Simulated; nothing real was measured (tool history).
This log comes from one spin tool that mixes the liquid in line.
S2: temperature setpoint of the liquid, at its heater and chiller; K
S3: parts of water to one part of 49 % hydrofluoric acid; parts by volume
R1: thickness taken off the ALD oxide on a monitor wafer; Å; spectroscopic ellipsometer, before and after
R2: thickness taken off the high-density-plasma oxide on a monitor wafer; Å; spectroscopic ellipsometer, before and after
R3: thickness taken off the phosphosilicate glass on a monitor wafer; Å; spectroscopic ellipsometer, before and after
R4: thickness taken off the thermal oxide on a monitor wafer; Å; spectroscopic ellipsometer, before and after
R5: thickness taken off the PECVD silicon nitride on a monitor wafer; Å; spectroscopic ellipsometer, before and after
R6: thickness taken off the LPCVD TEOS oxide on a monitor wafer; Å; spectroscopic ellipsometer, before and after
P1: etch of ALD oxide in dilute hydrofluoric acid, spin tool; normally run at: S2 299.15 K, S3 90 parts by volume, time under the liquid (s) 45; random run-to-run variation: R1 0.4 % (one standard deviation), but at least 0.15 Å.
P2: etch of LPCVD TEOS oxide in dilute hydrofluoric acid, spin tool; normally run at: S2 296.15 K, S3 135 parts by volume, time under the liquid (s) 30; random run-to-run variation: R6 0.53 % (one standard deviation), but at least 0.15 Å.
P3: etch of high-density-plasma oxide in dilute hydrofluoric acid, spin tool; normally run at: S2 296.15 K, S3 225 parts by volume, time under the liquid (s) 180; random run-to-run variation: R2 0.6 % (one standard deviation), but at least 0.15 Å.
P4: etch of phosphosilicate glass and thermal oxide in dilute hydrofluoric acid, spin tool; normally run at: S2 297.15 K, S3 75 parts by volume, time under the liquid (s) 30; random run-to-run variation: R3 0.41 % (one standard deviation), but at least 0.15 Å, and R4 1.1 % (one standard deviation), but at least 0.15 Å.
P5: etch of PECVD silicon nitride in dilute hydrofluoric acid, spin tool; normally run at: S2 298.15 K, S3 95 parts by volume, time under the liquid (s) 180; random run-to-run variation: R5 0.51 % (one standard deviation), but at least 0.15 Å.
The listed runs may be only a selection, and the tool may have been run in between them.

Run 1, day 0.621: process that ran P1, S2 299.15 K, S3 90 parts by volume, time under the liquid (s) 45. Result: R1 59.913 Å.
Run 2, day 1.054: process that ran P1, S2 299.15 K, S3 90 parts by volume, time under the liquid (s) 45. Result: R1 59.697 Å.
Run 3, day 1.504: process that ran P1, S2 294.65 K, S3 120 parts by volume, time under the liquid (s) 45. Result: R1 36.221 Å.
Run 4, day 2.050: process that ran P1, S2 299.15 K, S3 40 parts by volume, time under the liquid (s) 15. Result: R1 47.961 Å.
Run 5, day 2.388: process that ran P3, S2 296.15 K, S3 225 parts by volume, time under the liquid (s) 100. Result: R2 20.743 Å.
Run 6, day 3.071: process that ran P4, S2 297.15 K, S3 75 parts by volume, time under the liquid (s) 55. Result: R3 1495.80 Å, R4 36.636 Å.
Run 7, day 3.642: process that ran P1, S2 299.15 K, S3 90 parts by volume, time under the liquid (s) 80. Result: R1 105.570 Å.
Run 8, day 4.108: process that ran P5, S2 298.15 K, S3 95 parts by volume, time under the liquid (s) 180. Result: R5 114.550 Å.
Run 9, day 4.592: process that ran P1, S2 299.15 K, S3 90 parts by volume, time under the liquid (s) 45. Result: R1 60.123 Å.
Run 10, day 5.196: process that ran P1, S2 304.65 K, S3 30 parts by volume, time under the liquid (s) 45. Result: R1 246.280 Å.
Run 11, day 5.867: process that ran P1, S2 299.15 K, S3 55 parts by volume, time under the liquid (s) 45. Result: R1 102.660 Å.
Run 12, day 6.479: process that ran P4, S2 305.65 K, S3 75 parts by volume, time under the liquid (s) 30. Result: R3 1132.60 Å, R4 27.496 Å.
Run 13, day 7.208: process that ran P1, S2 299.15 K, S3 90 parts by volume, time under the liquid (s) 45. Result: R1 59.719 Å.
Run 14, day 7.783: process that ran P5, S2 298.15 K, S3 30 parts by volume, time under the liquid (s) 180. Result: R5 356.490 Å.
Run 15, day 8.146: process that ran P1, S2 293.65 K, S3 90 parts by volume, time under the liquid (s) 45. Result: R1 47.816 Å.
Run 16, day 8.808: process that ran P3, S2 296.15 K, S3 225 parts by volume, time under the liquid (s) 180. Result: R2 37.713 Å.
Run 17, day 9.400: process that ran P1, S2 299.15 K, S3 90 parts by volume, time under the liquid (s) 15. Result: R1 19.721 Å.
Run 18, day 10.079: process that ran P3, S2 296.15 K, S3 365 parts by volume, time under the liquid (s) 180. Result: R2 20.432 Å.
Run 19, day 10.829: process that ran P2, S2 301.65 K, S3 135 parts by volume, time under the liquid (s) 30. Result: R6 113.220 Å.
Run 20, day 11.446: process that ran P5, S2 298.15 K, S3 95 parts by volume, time under the liquid (s) 285. Result: R5 183.400 Å.
Run 21, day 12.021: process that ran P2, S2 296.15 K, S3 70 parts by volume, time under the liquid (s) 30. Result: R6 190.200 Å.
Run 22, day 12.388: process that ran P1, S2 307.15 K, S3 90 parts by volume, time under the liquid (s) 45. Result: R1 80.558 Å.
Run 23, day 12.883: process that ran P4, S2 297.15 K, S3 45 parts by volume, time under the liquid (s) 30. Result: R3 1415.80 Å, R4 34.384 Å.
Run 24, day 13.267: process that ran P1, S2 299.15 K, S3 125 parts by volume, time under the liquid (s) 45. Result: R1 41.148 Å.
Run 25, day 13.688: process that ran P2, S2 296.15 K, S3 135 parts by volume, time under the liquid (s) 55. Result: R6 167.480 Å.
Run 26, day 14.288: process that ran P4, S2 297.15 K, S3 75 parts by volume, time under the liquid (s) 30. Result: R3 820.42 Å, R4 20.386 Å.
Run 27, day 14.717: process that ran P2, S2 296.15 K, S3 135 parts by volume, time under the liquid (s) 30. Result: R6 91.304 Å.
Run 28, day 15.067: process that ran P5, S2 292.15 K, S3 95 parts by volume, time under the liquid (s) 180. Result: R5 77.403 Å.
Run 29, day 15.838: process that ran P3, S2 301.65 K, S3 225 parts by volume, time under the liquid (s) 180. Result: R2 45.473 Å.
Run 30, day 16.417: process that ran P1, S2 299.15 K, S3 90 parts by volume, time under the liquid (s) 45. Result: R1 59.895 Å.
Run 31, day 16.958: process that ran P1, S2 299.15 K, S3 90 parts by volume, time under the liquid (s) 45. Result: R1 59.847 Å.
Run 32, day 17.296: process that ran P1, S2 299.15 K, S3 90 parts by volume, time under the liquid (s) 45. Result: R1 59.060 Å.
Run 33, day 17.888: process that ran P1, S2 299.15 K, S3 90 parts by volume, time under the liquid (s) 45. Result: R1 57.661 Å.
Run 34, day 18.225: process that ran P1, S2 299.15 K, S3 90 parts by volume, time under the liquid (s) 45. Result: R1 56.983 Å.
Run 35, day 18.838: process that ran P1, S2 299.15 K, S3 90 parts by volume, time under the liquid (s) 45. Result: R1 56.242 Å.
Run 36, day 19.529: process that ran P1, S2 299.15 K, S3 90 parts by volume, time under the liquid (s) 45. Result: R1 55.960 Å.
Run 37, day 20.142: process that ran P1, S2 299.15 K, S3 90 parts by volume, time under the liquid (s) 45. Result: R1 54.924 Å.
Run 38, day 20.767: process that ran P1, S2 299.15 K, S3 90 parts by volume, time under the liquid (s) 45. Result: R1 55.139 Å.
Run 39, day 21.533: process that ran P1, S2 299.15 K, S3 90 parts by volume, time under the liquid (s) 45. Result: R1 55.058 Å.
Run 40, day 22.179: process that ran P1, S2 299.15 K, S3 90 parts by volume, time under the liquid (s) 45. Result: R1 54.950 Å.

P1 no longer gives what it gave before; its output has crept away from where it was. The following 2 causes, each at its listed size, fit the log equally well:
A: liquid colder than its thermometer reads (K) = 2.12
B: hydrofluoric acid flow below the setpoint (%) = 7.19
The process output started creeping at around day 16.958.

Question marks stand in for the results of the 4 check runs listed below, each run on one wafer. Under which run would the listed causes show clearly different results?
Run check 1, day 22.825: process that ran P4, S2 297.15 K, S3 75 parts by volume, time under the liquid (s) 30. Result: R3 ?, R4 ?.
Run check 2, day 22.825: process that ran P5, S2 298.15 K, S3 95 parts by volume, time under the liquid (s) 180. Result: R5 ?.
Run check 3, day 22.825: process that ran P2, S2 296.15 K, S3 135 parts by volume, time under the liquid (s) 30. Result: R6 ?.
Run check 4, day 22.825: process that ran P3, S2 296.15 K, S3 225 parts by volume, time under the liquid (s) 180. Result: R2 ?.

Outcome of each check run for each possible cause:
  check  result     if A     if B
check 1      R3   749.96   753.23
check 1      R4   18.237   18.316
check 2      R5  100.300  107.170
check 3      R6   84.148   83.905
check 4      R2   34.666   34.206
Distance between the nearest two causes, measured in the result of the check that separates them most: check 1 0.43 %; check 2 6.62 %; check 3 0.29 %; check 4 1.34 %
Check 2 is the one run that separates the causes; every other check would come out nearly the same whichever cause is at work.

Running check 2 produced the following: R5 106.780 Å. Which one of the listed causes fits?

It is B: hydrofluoric acid flow below the setpoint (%).
